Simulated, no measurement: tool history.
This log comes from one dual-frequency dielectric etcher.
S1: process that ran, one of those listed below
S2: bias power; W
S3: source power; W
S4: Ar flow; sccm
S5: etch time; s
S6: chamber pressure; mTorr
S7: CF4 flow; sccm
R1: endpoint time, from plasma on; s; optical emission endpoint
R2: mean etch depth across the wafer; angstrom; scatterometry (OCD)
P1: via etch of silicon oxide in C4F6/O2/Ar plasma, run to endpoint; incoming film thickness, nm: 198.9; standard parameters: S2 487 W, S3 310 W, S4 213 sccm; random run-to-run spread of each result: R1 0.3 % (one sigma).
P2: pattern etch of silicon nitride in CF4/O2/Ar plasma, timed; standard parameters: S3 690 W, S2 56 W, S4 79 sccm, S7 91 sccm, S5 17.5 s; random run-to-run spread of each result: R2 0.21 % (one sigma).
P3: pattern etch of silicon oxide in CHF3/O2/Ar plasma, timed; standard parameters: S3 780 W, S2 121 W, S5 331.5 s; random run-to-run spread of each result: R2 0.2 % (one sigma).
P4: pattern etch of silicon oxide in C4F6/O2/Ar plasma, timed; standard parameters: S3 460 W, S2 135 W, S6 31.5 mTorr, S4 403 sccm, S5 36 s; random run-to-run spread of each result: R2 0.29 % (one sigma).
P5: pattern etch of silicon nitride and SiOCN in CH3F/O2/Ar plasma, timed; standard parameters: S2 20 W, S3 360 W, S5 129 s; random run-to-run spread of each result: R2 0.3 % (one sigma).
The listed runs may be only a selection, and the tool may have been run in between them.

Run 1, hour 10.1: S1 P1, S2 487 W, S3 310 W, S4 213 sccm. Result: R1 48.283 s.
Run 2, hour 23.5: S1 P5, S2 20 W, S3 360 W, S5 129 s. Result: R2 157.39 angstrom.
Run 3, hour 37.8: S1 P3, S2 121 W, S3 530 W, S5 331.5 s. Result: R2 5625 angstrom.
Run 4, hour 46: S1 P1, S2 487 W, S3 310 W, S4 213 sccm. Result: R1 48.53 s.
Run 5, hour 54.3: S1 P4, S2 135 W, S3 460 W, S4 403 sccm, S5 53 s, S6 31.5 mTorr. Result: R2 1560.9 angstrom.
At hour 55.5: wet clean of the chamber.
Run 6, hour 67.6: S1 P1, S2 318 W, S3 310 W, S4 286 sccm. Result: R1 58.473 s.
Run 7, hour 80.1: S1 P3, S2 76 W, S3 780 W, S5 331.5 s. Result: R2 5726.9 angstrom.
Run 8, hour 93.3: S1 P2, S2 56 W, S3 690 W, S4 111 sccm, S5 17.5 s, S7 91 sccm. Result: R2 451.44 angstrom.
Run 9, hour 104.9: S1 P4, S2 135 W, S3 460 W, S4 265 sccm, S5 36 s, S6 31.5 mTorr. Result: R2 1108.4 angstrom.
Run 10, hour 113.3: S1 P4, S2 135 W, S3 460 W, S4 403 sccm, S5 36 s, S6 38 mTorr. Result: R2 1042.3 angstrom.
Run 11, hour 124.9: S1 P2, S2 56 W, S3 560 W, S4 79 sccm, S5 17.5 s, S7 91 sccm. Result: R2 393.38 angstrom.
Run 12, hour 136: S1 P1, S2 296 W, S3 310 W, S4 148 sccm. Result: R1 55.885 s.
Run 13, hour 149.8: S1 P1, S2 487 W, S3 400 W, S4 213 sccm. Result: R1 44.328 s.
Run 14, hour 159.2: S1 P5, S2 28 W, S3 360 W, S5 129 s. Result: R2 182.68 angstrom.
Run 15, hour 170: S1 P1, S2 487 W, S3 310 W, S4 158 sccm. Result: R1 46.926 s.
Run 16, hour 181.8: S1 P1, S2 487 W, S3 220 W, S4 213 sccm. Result: R1 54.963 s.
Run 17, hour 190.3: S1 P1, S2 487 W, S3 310 W, S4 213 sccm. Result: R1 48.523 s.
Run 18, hour 198.9: S1 P5, S2 20 W, S3 360 W, S5 129 s. Result: R2 157.51 angstrom.
Run 19, hour 210.6: S1 P1, S2 609 W, S3 310 W, S4 213 sccm. Result: R1 44.398 s.
Run 20, hour 219.6: S1 P1, S2 487 W, S3 310 W, S4 259 sccm. Result: R1 49.325 s.
Run 21, hour 227.4: S1 P3, S2 121 W, S3 780 W, S5 331.5 s. Result: R2 6506.5 angstrom.
Run 22, hour 238.1: S1 P2, S2 56 W, S3 690 W, S4 79 sccm, S5 17.5 s, S7 91 sccm. Result: R2 471.37 angstrom.
Run 23, hour 250: S1 P1, S2 361 W, S3 310 W, S4 213 sccm. Result: R1 54.445 s.
At hour 257: bias power generator calibrated.
Run 24, hour 257.7: S1 P2, S2 44 W, S3 690 W, S4 79 sccm, S5 17.5 s, S7 91 sccm. Result: R2 432.58 angstrom.
Run 25, hour 265.7: S1 P4, S2 135 W, S3 460 W, S4 403 sccm, S5 36 s, S6 31.5 mTorr. Result: R2 1066.3 angstrom.
Run 26, hour 275: S1 P3, S2 121 W, S3 780 W, S5 331.5 s. Result: R2 6523.2 angstrom.
Run 27, hour 286.1: S1 P5, S2 20 W, S3 470 W, S5 129 s. Result: R2 171.48 angstrom.
Run 28, hour 299.3: S1 P2, S2 56 W, S3 690 W, S4 79 sccm, S5 22.5 s, S7 91 sccm. Result: R2 604.31 angstrom.
Run 29, hour 307: S1 P2, S2 56 W, S3 690 W, S4 79 sccm, S5 17.5 s, S7 91 sccm. Result: R2 471.47 angstrom.
Run 30, hour 320.7: S1 P2, S2 56 W, S3 690 W, S4 79 sccm, S5 17.5 s, S7 110 sccm. Result: R2 481.41 angstrom.
Run 31, hour 327.6: S1 P4, S2 135 W, S3 630 W, S4 403 sccm, S5 36 s, S6 31.5 mTorr. Result: R2 1204.8 angstrom.
Run 32, hour 340.2: S1 P1, S2 487 W, S3 310 W, S4 213 sccm. Result: R1 48.109 s.
Run 33, hour 349.6: S1 P3, S2 121 W, S3 780 W, S5 448 s. Result: R2 8818.3 angstrom.
Run 34, hour 361.6: S1 P5, S2 20 W, S3 360 W, S5 85.5 s. Result: R2 103.95 angstrom.
Run 35, hour 373.4: S1 P4, S2 95 W, S3 460 W, S4 403 sccm, S5 36 s, S6 31.5 mTorr. Result: R2 963.3 angstrom.

The next listed run, before its measurement:
Run 36, hour 387.3: S1 P1, S2 487 W, S3 310 W, S4 213 sccm. Result: R1 ?.

{"run 36": {"R1": 48.504}}

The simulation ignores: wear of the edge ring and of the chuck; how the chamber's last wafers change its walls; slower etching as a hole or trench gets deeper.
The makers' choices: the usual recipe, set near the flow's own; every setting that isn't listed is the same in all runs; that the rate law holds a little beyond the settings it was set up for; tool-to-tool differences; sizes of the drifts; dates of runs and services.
